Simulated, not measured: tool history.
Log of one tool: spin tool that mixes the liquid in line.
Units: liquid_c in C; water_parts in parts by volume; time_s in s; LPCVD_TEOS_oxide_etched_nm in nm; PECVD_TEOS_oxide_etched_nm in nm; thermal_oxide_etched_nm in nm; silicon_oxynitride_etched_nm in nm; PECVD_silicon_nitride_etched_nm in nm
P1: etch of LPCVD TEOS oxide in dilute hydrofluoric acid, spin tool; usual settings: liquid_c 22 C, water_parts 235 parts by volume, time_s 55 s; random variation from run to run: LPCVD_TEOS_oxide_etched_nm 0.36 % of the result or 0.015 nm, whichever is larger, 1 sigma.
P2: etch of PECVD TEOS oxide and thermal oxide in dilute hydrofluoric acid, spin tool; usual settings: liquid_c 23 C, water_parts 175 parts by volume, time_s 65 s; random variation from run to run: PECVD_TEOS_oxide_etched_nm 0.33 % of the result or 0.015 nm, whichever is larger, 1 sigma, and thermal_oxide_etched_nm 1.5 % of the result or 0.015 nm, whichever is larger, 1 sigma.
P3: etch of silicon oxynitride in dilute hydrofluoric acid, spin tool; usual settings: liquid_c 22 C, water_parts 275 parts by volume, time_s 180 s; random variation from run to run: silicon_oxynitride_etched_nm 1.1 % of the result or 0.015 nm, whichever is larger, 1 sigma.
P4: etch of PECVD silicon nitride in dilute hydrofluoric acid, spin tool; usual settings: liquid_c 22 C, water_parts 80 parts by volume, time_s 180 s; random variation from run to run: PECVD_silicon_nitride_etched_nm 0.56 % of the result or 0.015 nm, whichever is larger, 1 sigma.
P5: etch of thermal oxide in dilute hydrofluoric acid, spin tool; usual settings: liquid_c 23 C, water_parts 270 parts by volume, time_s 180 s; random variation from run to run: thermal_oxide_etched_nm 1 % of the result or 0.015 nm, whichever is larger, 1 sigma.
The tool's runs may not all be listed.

run   hour  process  liquid_c  water_parts  time_s  hours since the thermometer was replaced  hours since the hydrofluoric acid flow meter was replaced  LPCVD_TEOS_oxide_etched_nm  PECVD_TEOS_oxide_etched_nm  thermal_oxide_etched_nm  silicon_oxynitride_etched_nm  PECVD_silicon_nitride_etched_nm
  1    8.6       P1        22          235      55                                      1138                                                     1028.3                       9.664
  2   18.7       P2        23          175      15                                    1148.1                                                     1038.4                                                  2.1743                  0.34094
  3   32.6       P1        22          135      55                                      1162                                                     1052.3                      18.759
  4   42.2       P1        22          235      55                                    1171.6                                                     1061.9                      9.7233
  5     58       P3        22          275     180                                    1187.4                                                     1077.7                                                                                                         2.5002
  6   76.5       P4        22           80      15                                    1205.9                                                     1096.2                                                                                                                                         0.48157
  7   92.6       P5        23          270     180                                      1222                                                     1112.3                                                                            2.474
  8  101.6       P3        22          275      30                                      1231                                                     1121.3                                                                                                        0.41404
  9  110.5       P1        22          235      55                                    1239.9                                                     1130.2                      9.6533
 10  123.8       P2      18.5          175      65                                    1253.2                                                     1143.5                                                  7.8652                   1.1996
 11  134.3       P4        22          135     180                                    1263.7                                                       1154                                                                                                                                           3.257
 12    151       P1        30          235      55                                    1280.4                                                     1170.7                      12.774
 13  165.4       P4        30           80     180                                    1294.8                                                     1185.1                                                                                                                                           9.135
 14  175.5       P2        23          320      65                                    1304.9                                                     1195.2                                                  4.4351                  0.65774
 15  184.8       P1      25.5          235      95                                    1314.2                                                     1204.5                      19.001
 16  193.4       P1        18          235      55                                    1322.8                                                     1213.1                      8.2907
 17  205.7       P2        23          175      65                                    1335.1                                                     1225.4                                                  9.4375                   1.4536
 18  214.6       P5        17          270     180                                      1344                                                     1234.3                                                                           1.9958
 19  231.4       P1        22          235      55                                    1360.8                                                     1251.1                      9.7058
 20  243.6       P3        30          275     180                                      1373                                                     1263.3                                                                                                          3.531
 21  257.6       P1        22          235      95                                      1387                                                     1277.3                      16.542
 22  275.4       P1        22          235      15                                    1404.8                                                     1295.1                       2.615
 23  293.1       P4        22           80     180                                    1422.5                                                     1312.8                                                                                                                                          5.4629
 24  307.3       P1        22          235      55                                    1436.7                                                       1327                      9.7097
 25  324.6       P1        22          370      55                                      1454                                                     1344.3                      5.4224
 26  335.9       P4        22           80     180                                    1465.3                                                     1355.6                                                                                                                                          5.3845
 27  350.1       P3        22          275     180                                    1479.5                                                     1369.8                                                                                                         2.5528
 28    366       P1      18.5          370      55                                    1495.4                                                     1385.7                      4.8398
 29  383.8       P5        23          270     180                                    1513.2                                                     1403.5                                                                           2.4578
 30  395.8       P5        23          270      15                                    1525.2                                                     1415.5                                                                          0.21047
 31  403.9       P3        22          105     180                                    1533.3                                                     1423.6                                                                                                         7.4305
 32  416.7       P5        23           45     180                                    1546.1                                                     1436.4                                                                           18.763
 33  432.4       P1        22          235      55                                    1561.8                                                     1452.1                        9.64
 34  441.5       P1        22          235      55                                    1570.9                                                     1461.2                      9.9439
 35  452.1       P1        22          235      55                                    1581.5                                                     1471.8                      9.9934
 36  461.2       P1        22          235      55                                    1590.6                                                     1480.9                      10.142
 37  474.5       P1        22          235      55                                    1603.9                                                     1494.2                      10.243
 38  484.4       P1        22          235      55                                    1613.8                                                     1504.1                      10.225
 39  498.3       P1        22          235      55                                    1627.7                                                       1518                      10.287
 40  514.2       P1        22          235      55                                    1643.6                                                     1533.9                      10.304
 41  529.8       P1        22          235      55                                    1659.2                                                     1549.5                      10.292

What P1 gives has crept away from where it was. These 2 causes fit the log equally well, each at the size given:
A: liquid hotter than its thermometer reads (K) = 1.77
B: hydrofluoric acid flow above the setpoint (%) = 5.42
The creep began at about hour 432.4.

4 check runs are offered, each on 2 wafers whose results are averaged, their results left as question marks. Which one tells the causes apart?
check 1  545.4       P3      28.5          275     180                                                                                                                                                                                                                   ?
check 2  545.4       P2        23          250      15                                                                                                                                                            ?                        ?
check 3  545.4       P5        23          155      80                                                                                                                                                                                     ?
check 4  545.4       P4        22          105      75                                                                                                                                                                                                                                                    ?

What each check would give under each cause:
  check                           result     if A     if B
check 1     silicon_oxynitride_etched_nm    3.558    3.532
check 2       PECVD_TEOS_oxide_etched_nm   1.4964   1.4997
check 2          thermal_oxide_etched_nm  0.23018  0.23069
check 3          thermal_oxide_etched_nm   2.2862   2.2729
check 4  PECVD_silicon_nitride_etched_nm   1.9468   1.8231
How far apart the two closest causes lie, in the result that separates them most: check 1 0.73 %; check 2 0.22 %; check 3 0.58 %; check 4 6.56 %
Only check 4 tells the causes apart: in the others they would give nearly the same result.

Then check 4 was run and gave: PECVD_silicon_nitride_etched_nm 1.9498 nm. Which cause is it?

It is A: liquid hotter than its thermometer reads (K).

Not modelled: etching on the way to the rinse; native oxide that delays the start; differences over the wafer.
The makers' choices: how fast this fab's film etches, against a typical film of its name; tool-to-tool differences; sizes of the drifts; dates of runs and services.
